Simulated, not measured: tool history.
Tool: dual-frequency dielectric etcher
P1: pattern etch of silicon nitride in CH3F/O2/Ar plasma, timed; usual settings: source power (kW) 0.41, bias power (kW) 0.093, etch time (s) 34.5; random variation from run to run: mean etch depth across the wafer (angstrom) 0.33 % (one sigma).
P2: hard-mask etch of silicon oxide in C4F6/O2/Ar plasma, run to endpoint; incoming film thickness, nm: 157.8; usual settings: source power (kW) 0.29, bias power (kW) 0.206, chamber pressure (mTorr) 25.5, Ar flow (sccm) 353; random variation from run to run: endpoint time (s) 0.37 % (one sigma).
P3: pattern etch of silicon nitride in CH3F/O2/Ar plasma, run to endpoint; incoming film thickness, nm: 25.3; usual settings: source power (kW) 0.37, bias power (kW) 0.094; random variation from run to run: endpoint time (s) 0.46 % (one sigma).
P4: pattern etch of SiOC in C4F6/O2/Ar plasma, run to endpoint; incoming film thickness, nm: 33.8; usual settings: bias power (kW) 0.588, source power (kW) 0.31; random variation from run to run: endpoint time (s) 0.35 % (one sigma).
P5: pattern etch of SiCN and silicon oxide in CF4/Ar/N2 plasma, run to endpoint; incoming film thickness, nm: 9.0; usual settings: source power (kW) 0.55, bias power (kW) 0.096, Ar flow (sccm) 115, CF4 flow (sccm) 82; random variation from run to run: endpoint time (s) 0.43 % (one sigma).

| run | hour | process that ran | source power (kW) | bias power (kW) | etch time (s) | Ar flow (sccm) | CF4 flow (sccm) | chamber pressure (mTorr) | hours since the last wet clean | hours since the last source power generator calibration | hours since the last bias power generator calibration | mean etch depth across the wafer (angstrom) | endpoint time (s) |
|---|---|---|---|---|---|---|---|---|---|---|---|---|---|
| 1 | 7.8 | P1 | 0.41 | 0.093 | 34.5 |  |  |  | 232 | 1380.9 | 1452.1 | 266.82 |  |
| 2 | 19.2 | P1 | 0.41 | 0.093 | 34.5 |  |  |  | 243.4 | 1392.3 | 1463.5 | 265.97 |  |
| 3 | 27.8 | P5 | 0.78 | 0.096 |  | 115 | 82 |  | 252 | 1400.9 | 1472.1 |  | 5.8317 |
| 4 | 36.2 | P1 | 0.41 | 0.074 | 34.5 |  |  |  | 260.4 | 1409.3 | 1480.5 | 244.27 |  |
| 5 | 42.3 | P5 | 0.55 | 0.079 |  | 115 | 82 |  | 266.5 | 1415.4 | 1486.6 |  | 8.4805 |
| 6 | 48 | P4 | 0.23 | 0.588 |  |  |  |  | 272.2 | 1421.1 | 1492.3 |  | 13.057 |
| 7 | 57.1 | P5 | 0.55 | 0.096 |  | 81 | 82 |  | 281.3 | 1430.2 | 1501.4 |  | 7.5758 |
| 8 | 63.5 | P5 | 0.55 | 0.096 |  | 115 | 62 |  | 287.7 | 1436.6 | 1507.8 |  | 8.2246 |
| 9 | 69.9 | P1 | 0.31 | 0.093 | 34.5 |  |  |  | 294.1 | 1443 | 1514.2 | 239.72 |  |
| 10 | 78.1 | P1 | 0.41 | 0.093 | 34.5 |  |  |  | 302.3 | 1451.2 | 1522.4 | 264.18 |  |
| 11 | 89.9 | P2 | 0.29 | 0.286 |  | 353 |  | 25.5 | 314.1 | 1463 | 1534.2 |  | 48.421 |
| 12 | 98.4 | P2 | 0.37 | 0.206 |  | 353 |  | 25.5 | 322.6 | 1471.5 | 1542.7 |  | 48.979 |
| 13 | 103.7 | P2 | 0.29 | 0.206 |  | 353 |  | 25.5 | 327.9 | 1476.8 | 1548 |  | 54.41 |
| 14 | 112.1 | P4 | 0.31 | 0.425 |  |  |  |  | 336.3 | 1485.2 | 1556.4 |  | 13.287 |
| 15 | 121.6 | P1 | 0.41 | 0.093 | 46.5 |  |  |  | 345.8 | 1494.7 | 1565.9 | 358.04 |  |
| 16 | 132.9 | P5 | 0.55 | 0.096 |  | 115 | 82 |  | 357.1 | 1506 | 1577.2 |  | 7.9108 |
| 17 | 140.5 | P1 | 0.41 | 0.093 | 34.5 |  |  |  | 364.7 | 1513.6 | 1584.8 | 266.52 |  |
| 18 | 149.1 | P4 | 0.31 | 0.588 |  |  |  |  | 373.3 | 1522.2 | 1593.4 |  | 11.677 |
| 19 | 154.9 | P1 | 0.41 | 0.093 | 34.5 |  |  |  | 379.1 | 1528 | 1599.2 | 267.54 |  |
| 20 | 163.9 | P2 | 0.29 | 0.206 |  | 353 |  | 25.5 | 388.1 | 1537 | 1608.2 |  | 54.113 |
| 21 | 172.2 | P4 | 0.31 | 0.588 |  |  |  |  | 396.4 | 1545.3 | 1616.5 |  | 11.755 |
| 22 | 178.3 | P1 | 0.41 | 0.093 | 19 |  |  |  | 402.5 | 1551.4 | 1622.6 | 146.47 |  |
| 23 | 188.1 | P3 | 0.37 | 0.132 |  |  |  |  | 412.3 | 1561.2 | 1632.4 |  | 29.683 |
| 24 | 196.1 | P1 | 0.41 | 0.093 | 34.5 |  |  |  | 420.3 | 1569.2 | 1640.4 | 268.23 |  |
| 25 | 204.9 | P3 | 0.37 | 0.094 |  |  |  |  | 429.1 | 1578 | 1649.2 |  | 33.37 |
| 26 | 212.3 | P1 | 0.41 | 0.129 | 50.5 |  |  |  | 436.5 | 1585.4 | 1656.6 | 442.08 |  |
| 27 | 222.8 | P2 | 0.29 | 0.206 |  | 353 |  | 32 | 447 | 1595.9 | 1667.1 |  | 55.439 |
| 28 | 231.1 | P3 | 0.37 | 0.094 |  |  |  |  | 455.3 | 1604.2 | 1675.4 |  | 33.677 |
| 29 | 240.6 | P1 | 0.41 | 0.125 | 34.5 |  |  |  | 464.8 | 1613.7 | 1684.9 | 295.18 |  |
| 30 | 246.9 | P3 | 0.47 | 0.094 |  |  |  |  | 471.1 | 1620 | 1691.2 |  | 30.661 |
| 31 | 253 | P1 | 0.54 | 0.093 | 34.5 |  |  |  | 477.2 | 1626.1 | 1697.3 | 295.1 |  |
| 32 | 259.2 | P2 | 0.29 | 0.206 |  | 492 |  | 25.5 | 483.4 | 1632.3 | 1703.5 |  | 56.32 |
| 33 | 271.4 | P1 | 0.41 | 0.093 | 34.5 |  |  |  | 495.6 | 1644.5 | 1715.7 | 266.94 |  |
| 34 | 277.7 | P1 | 0.41 | 0.093 | 34.5 |  |  |  | 501.9 | 1650.8 | 1722 | 266.64 |  |
| 35 | 288.4 | P1 | 0.41 | 0.093 | 34.5 |  |  |  | 512.6 | 1661.5 | 1732.7 | 268.24 |  |
| 36 | 296.9 | P1 | 0.41 | 0.093 | 34.5 |  |  |  | 521.1 | 1670 | 1741.2 | 268.37 |  |
| 37 | 304.1 | P1 | 0.41 | 0.093 | 34.5 |  |  |  | 528.3 | 1677.2 | 1748.4 | 270.8 |  |
| 38 | 316.2 | P1 | 0.41 | 0.093 | 34.5 |  |  |  | 540.4 | 1689.3 | 1760.5 | 269.23 |  |
|  | 321.6 | wet clean of the chamber |
| 39 | 327.1 | P1 | 0.41 | 0.093 | 34.5 |  |  |  | 5.6 | 1700.2 | 1771.4 | 270.05 |  |
| 40 | 332.9 | P1 | 0.41 | 0.093 | 34.5 |  |  |  | 11.4 | 1706 | 1777.2 | 270.68 |  |
| 41 | 343.4 | P1 | 0.41 | 0.093 | 34.5 |  |  |  | 21.9 | 1716.5 | 1787.7 | 271.34 |  |
| 42 | 353 | P1 | 0.41 | 0.093 | 34.5 |  |  |  | 31.5 | 1726.1 | 1797.3 | 270.7 |  |
| 43 | 365.3 | P1 | 0.41 | 0.093 | 34.5 |  |  |  | 43.8 | 1738.4 | 1809.6 | 270.86 |  |

What P1 gives has crept away from where it was. These 2 causes fit the log equally well, each at the size given:
A: source power that arrives over what is set, % = 4.55
B: bias power that arrives over what is set, % = 4.7
The creep began at about hour 271.4.
Why every other cause is out:
chamber walls in a state that raises the etch rate, %: serviced at hour 321.6, which brought nothing back

4 check runs are offered, each on 2 wafers whose results are averaged, their results left as question marks. Which one tells the causes apart?
| check 1 | 377.6 | P5 | 0.55 | 0.096 |  | 115 | 82 |  |  |  |  |  | ? |
| check 2 | 377.6 | P4 | 0.31 | 0.588 |  |  |  |  |  |  |  |  | ? |
| check 3 | 377.6 | P3 | 0.37 | 0.094 |  |  |  |  |  |  |  |  | ? |
| check 4 | 377.6 | P2 | 0.29 | 0.206 |  | 353 |  | 25.5 |  |  |  |  | ? |

What each check would give under each cause:
| check | result | if A | if B |
|---|---|---|---|
| check 1 | endpoint time (s) | 7.6169 | 7.7929 |
| check 2 | endpoint time (s) | 11.56 | 11.542 |
| check 3 | endpoint time (s) | 33.025 | 33.018 |
| check 4 | endpoint time (s) | 53.073 | 53.167 |
How far apart the two closest causes lie, in the result that separates them most: check 1 2.28 %; check 2 0.15 %; check 3 0.02 %; check 4 0.18 %
Check 1 tells the causes apart: in the others they would give nearly the same result.

Then check 1 was run and gave: endpoint time (s) 7.5948. Which cause is it?

It is A: source power that arrives over what is set, %.
